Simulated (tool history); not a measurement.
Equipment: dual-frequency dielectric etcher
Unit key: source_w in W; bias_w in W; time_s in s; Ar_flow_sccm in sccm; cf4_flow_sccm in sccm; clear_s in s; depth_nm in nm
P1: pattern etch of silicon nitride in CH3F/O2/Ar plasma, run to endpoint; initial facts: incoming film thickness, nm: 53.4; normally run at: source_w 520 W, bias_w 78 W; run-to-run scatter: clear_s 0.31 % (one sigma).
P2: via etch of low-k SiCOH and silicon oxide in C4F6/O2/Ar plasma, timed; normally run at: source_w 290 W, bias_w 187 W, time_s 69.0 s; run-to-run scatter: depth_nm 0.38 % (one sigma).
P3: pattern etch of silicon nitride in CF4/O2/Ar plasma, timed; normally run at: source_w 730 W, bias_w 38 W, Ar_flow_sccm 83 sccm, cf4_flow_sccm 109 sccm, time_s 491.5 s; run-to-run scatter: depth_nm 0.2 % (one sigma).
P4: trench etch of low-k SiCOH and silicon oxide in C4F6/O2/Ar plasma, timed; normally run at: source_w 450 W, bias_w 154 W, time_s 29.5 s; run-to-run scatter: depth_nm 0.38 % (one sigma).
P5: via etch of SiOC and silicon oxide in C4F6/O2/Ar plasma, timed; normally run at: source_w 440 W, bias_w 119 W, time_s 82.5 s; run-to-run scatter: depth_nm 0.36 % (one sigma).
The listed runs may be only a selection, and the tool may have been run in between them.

run,day,process,source_w,bias_w,time_s,Ar_flow_sccm,cf4_flow_sccm,hours since the last wet clean,hours since the last source power generator calibration,hours since the last bias power generator calibration,clear_s,depth_nm
1,0.504,P1,520,78,,,,362.0,2104.7,1174.6,66.945,
2,0.800,P5,300,119,82.5,,,369.1,2111.8,1181.7,,72.862
3,1.046,P3,730,38,491.5,66,109,375.0,2117.7,1187.6,,1249.700
4,1.342,P5,440,119,54.0,,,382.1,2124.8,1194.7,,55.518
5,1.846,P2,290,265,69.0,,,394.2,2136.9,1206.8,,194.440
6,2.117,P1,620,78,,,,400.7,2143.4,1213.3,62.253,
7,2.412,P2,290,187,100.5,,,407.8,2150.5,1220.4,,250.450
8,2.867,P4,450,154,29.5,,,418.7,2161.4,1231.3,,93.986
9,3.392,P2,290,187,69.0,,,431.3,2174.0,1243.9,,171.710
10,3.654,P1,520,78,,,,437.6,2180.3,1250.2,66.604,
11,4.146,P3,480,38,491.5,83,109,449.4,2192.1,1262.0,,839.080
12,4.650,P4,450,198,29.5,,,461.5,2204.2,1274.1,,100.470
13,5.079,P1,520,78,,,,471.8,2214.5,1284.4,67.189,
14,5.396,P4,450,154,43.0,,,479.4,2222.1,1292.0,,135.870
15,5.921,P1,520,55,,,,492.0,2234.7,1304.6,74.739,
16,6.233,P2,290,187,69.0,,,499.5,2242.2,1312.1,,172.360
17,6.600,P3,730,38,598.5,83,109,508.3,2251.0,1320.9,,1473.800
18,6.921,P1,520,78,,,,516.0,2258.7,1328.6,66.902,
19,7.325,P3,730,47,491.5,83,109,525.7,2268.4,1338.3,,1306.200
20,7.729,P5,440,169,82.5,,,535.4,2278.1,1348.0,,94.472
21,8.075,P1,520,109,,,,543.7,2286.4,1356.3,59.311,
# day 8.188: wet clean of the chamber
22,8.475,P3,730,38,491.5,83,109,6.9,2296.0,1365.9,,1212.500
23,8.792,P1,410,78,,,,14.5,2303.6,1373.5,72.817,
24,9.150,P1,320,55,,,,23.1,2312.2,1382.1,90.914,
25,9.558,P5,440,119,82.5,,,32.9,2322.0,1391.9,,84.953
26,9.850,P1,520,78,,,,39.9,2329.0,1398.9,66.887,
27,10.183,P3,730,38,491.5,83,154,47.9,2337.0,1406.9,,1264.100
28,10.579,P1,410,57,,,,57.4,2346.5,1416.4,80.966,
29,10.829,P4,280,154,29.5,,,63.4,2352.5,1422.4,,77.932
30,11.283,P1,520,78,,,,74.3,2363.4,1433.3,66.820,
31,11.783,P2,400,187,69.0,,,86.3,2375.4,1445.3,,192.720
32,12.075,P1,520,78,,,,93.3,2382.4,1452.3,66.978,
33,12.542,P1,520,78,,,,104.5,2393.6,1463.5,67.248,
34,12.871,P1,520,78,,,,112.4,2401.5,1471.4,67.585,
35,13.392,P1,520,78,,,,124.9,2414.0,1483.9,67.830,
36,13.825,P1,520,78,,,,135.3,2424.4,1494.3,67.911,
# day 14.054: wet clean of the chamber
37,14.133,P1,520,78,,,,2.0,2431.8,1501.7,68.025,
38,14.458,P1,520,78,,,,9.8,2439.6,1509.5,67.490,
39,14.696,P1,520,78,,,,15.5,2445.3,1515.2,67.543,
40,15.117,P1,520,78,,,,25.6,2455.4,1525.3,68.087,

P1 has crept away from where it was. The log is fitted equally well by each of these 2 causes, at the sizes shown:
A: source power that arrives under what is set, % = 3.93
B: bias power that arrives under what is set, % = 4.38
Creep in the process output first set in at about day 12.075.
All other causes, with the reason each is excluded:
chamber walls in a state that lowers the etch rate, %: its service at day 14.054 followed the start of the drift and did not put the process back to its old value

Which of the 4 check runs listed below separates the causes, so that each cause would produce a clearly different result? Each run uses one wafer, and its results are marked with question marks.
check 1,15.538,P4,380,154,29.5,,,,,,,?
check 2,15.538,P5,320,137,82.5,,,,,,,?
check 3,15.538,P2,350,221,69.0,,,,,,,?
check 4,15.538,P3,500,38,491.5,83,109,,,,,?

What each check would give under each cause:
check,result,if A,if B
check 1,depth_nm,86.552,86.734
check 2,depth_nm,76.676,76.826
check 3,depth_nm,191.820,191.930
check 4,depth_nm,838.250,855.400
Gap, in per cent, between the two causes that each check separates least, read from the result that separates them most: check 1 0.21 %; check 2 0.2 %; check 3 0.05 %; check 4 2.03 %
The other checks would show nearly matching results whichever cause is true, so check 4 is the only one that separates the causes.

Check 4 was carried out, with these results: depth_nm 836.770 nm. Which of the listed causes is responsible?

The cause is A: source power that arrives under what is set, %.
